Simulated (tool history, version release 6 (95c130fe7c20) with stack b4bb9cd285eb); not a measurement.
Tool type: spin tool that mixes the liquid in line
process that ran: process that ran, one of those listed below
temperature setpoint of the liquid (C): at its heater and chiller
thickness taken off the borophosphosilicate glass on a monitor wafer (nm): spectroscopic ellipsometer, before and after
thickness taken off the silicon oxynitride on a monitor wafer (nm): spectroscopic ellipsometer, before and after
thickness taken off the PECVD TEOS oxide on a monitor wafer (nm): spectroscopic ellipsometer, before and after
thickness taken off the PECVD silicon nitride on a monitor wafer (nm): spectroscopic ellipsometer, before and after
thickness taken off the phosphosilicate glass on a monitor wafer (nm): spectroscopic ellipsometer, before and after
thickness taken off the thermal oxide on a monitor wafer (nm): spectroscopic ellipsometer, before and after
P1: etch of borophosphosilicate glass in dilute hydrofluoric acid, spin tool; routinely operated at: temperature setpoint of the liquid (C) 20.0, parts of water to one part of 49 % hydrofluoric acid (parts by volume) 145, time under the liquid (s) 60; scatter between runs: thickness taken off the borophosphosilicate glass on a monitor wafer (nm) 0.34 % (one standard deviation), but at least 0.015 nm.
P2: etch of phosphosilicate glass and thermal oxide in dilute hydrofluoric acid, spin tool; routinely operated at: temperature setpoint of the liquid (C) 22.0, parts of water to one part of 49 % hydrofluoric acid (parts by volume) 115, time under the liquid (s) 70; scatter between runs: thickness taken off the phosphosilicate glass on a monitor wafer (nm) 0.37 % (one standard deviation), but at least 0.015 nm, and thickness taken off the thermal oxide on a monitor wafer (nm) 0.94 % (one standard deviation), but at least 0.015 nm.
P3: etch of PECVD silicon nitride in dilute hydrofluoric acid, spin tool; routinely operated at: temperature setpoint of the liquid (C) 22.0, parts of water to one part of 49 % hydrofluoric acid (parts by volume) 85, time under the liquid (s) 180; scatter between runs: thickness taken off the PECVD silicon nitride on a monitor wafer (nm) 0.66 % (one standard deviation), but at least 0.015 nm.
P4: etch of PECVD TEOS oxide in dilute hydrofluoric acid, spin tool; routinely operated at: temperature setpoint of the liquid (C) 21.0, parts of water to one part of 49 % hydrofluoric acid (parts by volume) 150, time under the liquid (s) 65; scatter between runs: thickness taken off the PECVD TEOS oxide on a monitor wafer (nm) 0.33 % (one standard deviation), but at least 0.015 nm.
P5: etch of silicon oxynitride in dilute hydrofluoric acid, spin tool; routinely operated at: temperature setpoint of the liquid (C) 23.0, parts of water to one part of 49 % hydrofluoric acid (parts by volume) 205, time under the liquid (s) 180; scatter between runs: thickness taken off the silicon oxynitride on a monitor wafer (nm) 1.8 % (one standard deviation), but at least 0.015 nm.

run   hour  process that ran  temperature setpoint of the liquid (C)  parts of water to one part of 49 % hydrofluoric acid (parts by volume)  time under the liquid (s)  thickness taken off the borophosphosilicate glass on a monitor wafer (nm)  thickness taken off the silicon oxynitride on a monitor wafer (nm)  thickness taken off the PECVD TEOS oxide on a monitor wafer (nm)  thickness taken off the PECVD silicon nitride on a monitor wafer (nm)  thickness taken off the phosphosilicate glass on a monitor wafer (nm)  thickness taken off the thermal oxide on a monitor wafer (nm)
  1   16.0                P1                                    20.0                                                                     145                         60                                                                    19.9580
  2   29.3                P5                                    17.0                                                                     205                        180                                                                                                                                        1.01250
  3   37.4                P5                                    23.0                                                                     365                        180                                                                                                                                        0.69984
  4   46.2                P1                                    20.0                                                                      60                         60                                                                    53.0480
  5   56.2                P1                                    24.0                                                                     145                         60                                                                    23.2730
  6   63.8                P1                                    20.0                                                                     145                         20                                                                     6.6605
  7   75.3                P4                                    21.0                                                                     260                         65                                                                                                                                                                                                           4.4053
  8   83.7                P1                                    20.0                                                                     145                        115                                                                    38.2510
  9   90.8                P4                                    21.0                                                                     150                        100                                                                                                                                                                                                          13.1550
 10  105.7                P5                                    23.0                                                                     205                        180                                                                                                                                        1.31830
 11  118.5                P3                                    22.0                                                                      85                        180                                                                                                                                                                                                                                                                                 3.95370
 12  130.3                P3                                    26.5                                                                      85                        180                                                                                                                                                                                                                                                                                 5.35500
 13  146.4                P1                                    20.0                                                                     145                         60                                                                    20.0140
 14  161.0                P1                                    17.0                                                                     145                         30                                                                     8.8727
 15  168.9                P4                                    17.0                                                                     150                         65                                                                                                                                                                                                           7.2291
 16  179.1                P1                                    20.0                                                                     260                         60                                                                     9.8995
 17  186.5                P3                                    22.0                                                                      85                         30                                                                                                                                                                                                                                                                                 0.64121
 18  201.0                P3                                    22.0                                                                      85                        180                                                                                                                                                                                                                                                                                 3.93770
 19  210.2                P2                                    17.0                                                                     115                         70                                                                                                                                                                                                                                                                                                                                                         26.687                                                        2.10350
 20  218.2                P2                                    22.0                                                                     115                         70                                                                                                                                                                                                                                                                                                                                                         32.664                                                        2.57640
 21  231.3                P2                                    22.0                                                                      20                         70                                                                                                                                                                                                                                                                                                                                                        211.290                                                       16.80800
 22  239.4                P3                                    22.0                                                                      20                        180                                                                                                                                                                                                                                                                                16.16200
 23  254.9                P5                                    23.0                                                                     205                        180                                                                                                                                        1.31680
 24  265.0                P1                                    17.0                                                                     145                         60                                                                    17.8740
 25  272.1                P1                                    20.0                                                                     145                         60                                                                    20.0090
 26  284.2                P5                                    23.0                                                                     205                        360                                                                                                                                        2.75210
 27  296.5                P1                                    20.0                                                                     145                         60                                                                    19.9930
 28  311.7                P4                                    21.0                                                                     150                         65                                                                                                                                                                                                           8.5352
 29  323.2                P1                                    20.0                                                                     145                         60                                                                    20.0460
 30  331.0                P2                                    22.0                                                                     115                         25                                                                                                                                                                                                                                                                                                                                                         11.635                                                        0.90891
 31  344.5                P1                                    20.0                                                                     145                         60                                                                    19.9950
 32  360.8                P1                                    20.0                                                                     145                         60                                                                    20.0510
 33  369.0                P1                                    20.0                                                                     145                         60                                                                    20.4020
 34  377.6                P1                                    20.0                                                                     145                         60                                                                    20.6520
 35  390.7                P1                                    20.0                                                                     145                         60                                                                    20.8470
 36  403.9                P1                                    20.0                                                                     145                         60                                                                    20.9740
 37  416.3                P1                                    20.0                                                                     145                         60                                                                    21.1610
 38  425.2                P1                                    20.0                                                                     145                         60                                                                    21.0880
 39  437.4                P1                                    20.0                                                                     145                         60                                                                    21.0450
 40  448.9                P1                                    20.0                                                                     145                         60                                                                    21.0950

What P1 gives has crept away from where it was. These 2 causes fit the log equally well, each at the size given:
A: liquid hotter than its thermometer reads (K) = 1.42
B: hydrofluoric acid flow above the setpoint (%) = 5
The creep began at about hour 360.8.

Listed below are the offered check runs, one wafer per run, with question marks in place of results. For which of them would the causes give clearly different outcomes?
check 1  460.4                P5                                    23.0                                                                     305                        325                                                                                                                                              ?
check 2  460.4                P4                                    21.0                                                                     260                         65                                                                                                                                                                                                                ?
check 3  460.4                P2                                    17.0                                                                     115                         70                                                                                                                                                                                                                                                                                                                                                              ?                                                              ?
check 4  460.4                P3                                    25.5                                                                      30                        180                                                                                                                                                                                                                                                                                       ?

Outcome of each check run for each possible cause:
  check                                                                 result      if A      if B
check 1     thickness taken off the silicon oxynitride on a monitor wafer (nm)   1.60540   1.60250
check 2       thickness taken off the PECVD TEOS oxide on a monitor wafer (nm)    4.6373    4.6775
check 3  thickness taken off the phosphosilicate glass on a monitor wafer (nm)    28.247    28.118
check 3          thickness taken off the thermal oxide on a monitor wafer (nm)   2.24500   2.23480
check 4  thickness taken off the PECVD silicon nitride on a monitor wafer (nm)  15.25100  14.53700
Smallest distance between any two causes, each pair judged by its most separating result, in per cent: check 1 0.18 %; check 2 0.86 %; check 3 0.46 %; check 4 4.8 %
The other checks would show nearly matching results whichever cause is true, so check 4 is the only one that separates the causes.

Running check 4 produced the following: thickness taken off the PECVD silicon nitride on a monitor wafer (nm) 15.12200. Which one of the listed causes fits?

A is the cause: liquid hotter than its thermometer reads (K).

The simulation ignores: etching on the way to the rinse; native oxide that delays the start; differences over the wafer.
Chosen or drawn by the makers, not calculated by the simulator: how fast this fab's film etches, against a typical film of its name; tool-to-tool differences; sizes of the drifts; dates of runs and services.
